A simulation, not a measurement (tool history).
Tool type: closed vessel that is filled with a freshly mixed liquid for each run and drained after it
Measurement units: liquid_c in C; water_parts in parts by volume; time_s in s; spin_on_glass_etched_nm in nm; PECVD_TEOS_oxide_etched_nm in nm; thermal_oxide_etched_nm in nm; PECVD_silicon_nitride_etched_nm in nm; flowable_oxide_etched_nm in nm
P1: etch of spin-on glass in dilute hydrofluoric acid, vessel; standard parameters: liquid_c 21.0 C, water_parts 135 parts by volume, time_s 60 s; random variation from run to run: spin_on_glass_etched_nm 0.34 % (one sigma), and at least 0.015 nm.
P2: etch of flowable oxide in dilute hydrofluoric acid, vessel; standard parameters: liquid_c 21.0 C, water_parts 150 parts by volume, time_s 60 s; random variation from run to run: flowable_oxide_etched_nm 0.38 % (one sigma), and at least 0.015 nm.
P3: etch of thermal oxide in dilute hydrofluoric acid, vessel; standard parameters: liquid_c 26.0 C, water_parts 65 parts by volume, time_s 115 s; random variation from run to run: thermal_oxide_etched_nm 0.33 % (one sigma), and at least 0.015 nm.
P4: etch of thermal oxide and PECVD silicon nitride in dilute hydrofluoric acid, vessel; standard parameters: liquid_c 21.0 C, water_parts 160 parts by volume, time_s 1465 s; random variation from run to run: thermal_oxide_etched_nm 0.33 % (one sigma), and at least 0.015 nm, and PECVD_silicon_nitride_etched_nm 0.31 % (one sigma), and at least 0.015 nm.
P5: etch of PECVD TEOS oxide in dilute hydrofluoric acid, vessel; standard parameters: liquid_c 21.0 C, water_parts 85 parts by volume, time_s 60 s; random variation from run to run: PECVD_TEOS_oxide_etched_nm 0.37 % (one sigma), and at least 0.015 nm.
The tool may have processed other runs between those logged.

run   hour  process  liquid_c  water_parts  time_s  spin_on_glass_etched_nm  PECVD_TEOS_oxide_etched_nm  thermal_oxide_etched_nm  PECVD_silicon_nitride_etched_nm  flowable_oxide_etched_nm
  1    6.0       P1      21.0          135      60                   21.829
  2   11.0       P5      21.0           85      60                                              12.4060
  3   19.4       P1      21.0          135      60                   21.984
  4   24.1       P4      17.0          160    1465                                                                       29.4370                          10.1400
  5   30.4       P2      21.0          150      60                                                                                                                                   22.981
  6   35.0       P1      21.0          220      60                   12.418
  7   42.5       P4      21.0          160    1465                                                                       34.9300                          13.1770
  8   51.2       P3      26.0           35     115                                                                       18.3370
  9   59.0       P1      21.0          135      60                   21.978
 10   67.8       P1      21.0           85      60                   37.001
 11   74.1       P1      21.0          135      90                   33.092
 12   79.2       P5      21.0          130      60                                               7.7179
 13   87.4       P1      21.0          135      60                   22.008
 14   93.5       P1      21.0           85     105                   64.415
 15   99.3       P1      21.0          135      60                   22.050
 16  105.4       P4      21.0          275    1465                                                                       17.9990                           7.7637
 17  114.2       P1      17.0          135      60                   18.656
 18  122.4       P1      21.0          135      30                   10.923
 19  129.2       P3      19.5           65     115                                                                        7.2729
 20  133.9       P4      21.0          160    2720                                                                       64.3120                          24.5490
 21  141.8       P2      27.5          150      60                                                                                                                                   29.623
 22  148.2       P1      28.5          135      60                   29.259
 23  155.3       P2      21.0          150     110                                                                                                                                   42.147
 24  162.8       P5      27.0           85      60                                              15.6290
 25  168.6       P2      21.0          260      60                                                                                                                                   11.943
 26  172.9       P1      21.0          135      60                   22.004
     181.1  -- thermometer replaced
 27  181.4       P5      21.0           85      30                                               6.1552
 28  188.5       P3      26.0           65      35                                                                        2.8995
 29  192.6       P3      26.0           65     115                                                                        9.4096
 30  199.8       P1      21.0          135      60                   22.138
 31  204.0       P1      21.0          135      60                   21.912
 32  209.7       P1      21.0          135      60                   22.449
 33  215.0       P1      21.0          135      60                   23.034
 34  220.2       P1      21.0          135      60                   23.102
 35  227.6       P1      21.0          135      60                   23.452
 36  235.1       P1      21.0          135      60                   23.602
 37  240.7       P1      21.0          135      60                   23.610
 38  249.4       P1      21.0          135      60                   23.686
 39  254.3       P1      21.0          135      60                   23.737
 40  263.0       P1      21.0          135      60                   23.758
 41  269.4       P1      21.0          135      60                   23.569

P1 has crept away from where it was. The log is fitted equally well by each of these 2 causes, at the sizes shown:
A: hydrofluoric acid flow above the setpoint (%) = 6.81
B: liquid hotter than its thermometer reads (K) = 1.91
Creep in the process output first set in at about hour 204.0.

Below are 4 check runs, each on a single wafer, with their results shown as question marks. Which of them would tell the listed causes apart, meaning the causes would give clearly different results under it?
check 1  275.8       P4      21.0          160    1465                                                                             ?                                ?
check 2  275.8       P3      26.0           65     115                                                                             ?
check 3  275.8       P2      21.0          150      60                                                                                                                                        ?
check 4  275.8       P5      21.0           85      60                                                    ?

Expected result of each check under each candidate cause:
  check                           result     if A     if B
check 1          thermal_oxide_etched_nm  37.4930  37.3950
check 1  PECVD_silicon_nitride_etched_nm  14.1220  15.0040
check 2          thermal_oxide_etched_nm  10.1520  10.1960
check 3         flowable_oxide_etched_nm   24.930   24.891
check 4       PECVD_TEOS_oxide_etched_nm  13.3030  13.3780
Minimum pairwise separation of causes per check, each pair taken at its best-separating result: check 1 6.06 %; check 2 0.43 %; check 3 0.16 %; check 4 0.56 %
Check 1 is the one run that separates the causes; every other check would come out nearly the same whichever cause is at work.

Check 1 has now been run. It gave: thermal_oxide_etched_nm 37.2410 nm; PECVD_silicon_nitride_etched_nm 14.1760 nm. Which of the candidate causes is it?

The correct cause is A, namely: hydrofluoric acid flow above the setpoint (%).
